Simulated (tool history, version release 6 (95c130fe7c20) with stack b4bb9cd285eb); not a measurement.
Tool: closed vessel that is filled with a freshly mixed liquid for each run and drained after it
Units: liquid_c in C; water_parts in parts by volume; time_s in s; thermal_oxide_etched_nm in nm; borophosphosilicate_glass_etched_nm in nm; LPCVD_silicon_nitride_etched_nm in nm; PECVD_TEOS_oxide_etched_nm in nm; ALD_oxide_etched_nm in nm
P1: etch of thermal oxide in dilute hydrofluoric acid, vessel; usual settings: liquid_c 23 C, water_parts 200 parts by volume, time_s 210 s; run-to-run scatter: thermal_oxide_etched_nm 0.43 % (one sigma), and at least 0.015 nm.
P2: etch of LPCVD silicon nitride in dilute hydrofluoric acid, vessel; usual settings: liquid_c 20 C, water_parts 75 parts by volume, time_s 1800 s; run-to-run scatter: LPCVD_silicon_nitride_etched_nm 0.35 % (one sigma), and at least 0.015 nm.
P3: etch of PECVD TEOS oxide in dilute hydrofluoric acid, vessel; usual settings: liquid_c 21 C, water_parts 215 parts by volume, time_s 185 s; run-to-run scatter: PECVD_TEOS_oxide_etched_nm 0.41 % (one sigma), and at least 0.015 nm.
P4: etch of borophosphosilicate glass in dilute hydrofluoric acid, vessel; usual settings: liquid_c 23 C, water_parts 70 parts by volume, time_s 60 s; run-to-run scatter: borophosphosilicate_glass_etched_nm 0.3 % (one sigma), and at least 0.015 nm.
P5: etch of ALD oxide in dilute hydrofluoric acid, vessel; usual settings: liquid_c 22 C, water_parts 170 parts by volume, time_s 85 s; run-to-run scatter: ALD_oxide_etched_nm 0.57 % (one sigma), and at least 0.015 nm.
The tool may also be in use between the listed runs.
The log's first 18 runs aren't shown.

| run | day | process | liquid_c | water_parts | time_s | hours since the thermometer was replaced | hours since the hydrofluoric acid flow meter was replaced | thermal_oxide_etched_nm | borophosphosilicate_glass_etched_nm | LPCVD_silicon_nitride_etched_nm | PECVD_TEOS_oxide_etched_nm | ALD_oxide_etched_nm |
|---|---|---|---|---|---|---|---|---|---|---|---|---|
| 19 | 8.621 | P5 | 22 | 170 | 85 | 670.5 | 1427 |  |  |  |  | 12.936 |
| 20 | 9.1 | P4 | 23 | 120 | 60 | 682 | 1438.5 |  | 23.559 |  |  |  |
| 21 | 9.712 | P1 | 23 | 200 | 300 | 696.7 | 1453.2 | 6.6523 |  |  |  |  |
| 22 | 10.05 | P3 | 21 | 215 | 185 | 704.8 | 1461.3 |  |  |  | 5.6568 |  |
| 23 | 10.479 | P5 | 22 | 170 | 85 | 715.1 | 1471.6 |  |  |  |  | 12.988 |
| 24 | 11.054 | P1 | 23 | 290 | 210 | 728.9 | 1485.4 | 2.9255 |  |  |  |  |
| 25 | 11.658 | P1 | 31 | 200 | 210 | 743.4 | 1499.9 | 6.2102 |  |  |  |  |
| 26 | 12.025 | P5 | 22 | 255 | 85 | 752.2 | 1508.7 |  |  |  |  | 8.0154 |
| 27 | 12.679 | P1 | 23 | 200 | 210 | 767.9 | 1524.4 | 4.6776 |  |  |  |  |
| 28 | 13.342 | P4 | 23 | 70 | 60 | 783.8 | 1540.3 |  | 43.098 |  |  |  |
| 29 | 14.038 | P5 | 30 | 170 | 85 | 800.5 | 1557 |  |  |  |  | 17.679 |

Forecast run 30:
| 30 | 14.358 | P1 | 23 | 200 | 30 | 808.2 | 1564.7 | ? |  |  |  |  |

thermal_oxide_etched_nm: 0.67139 nm
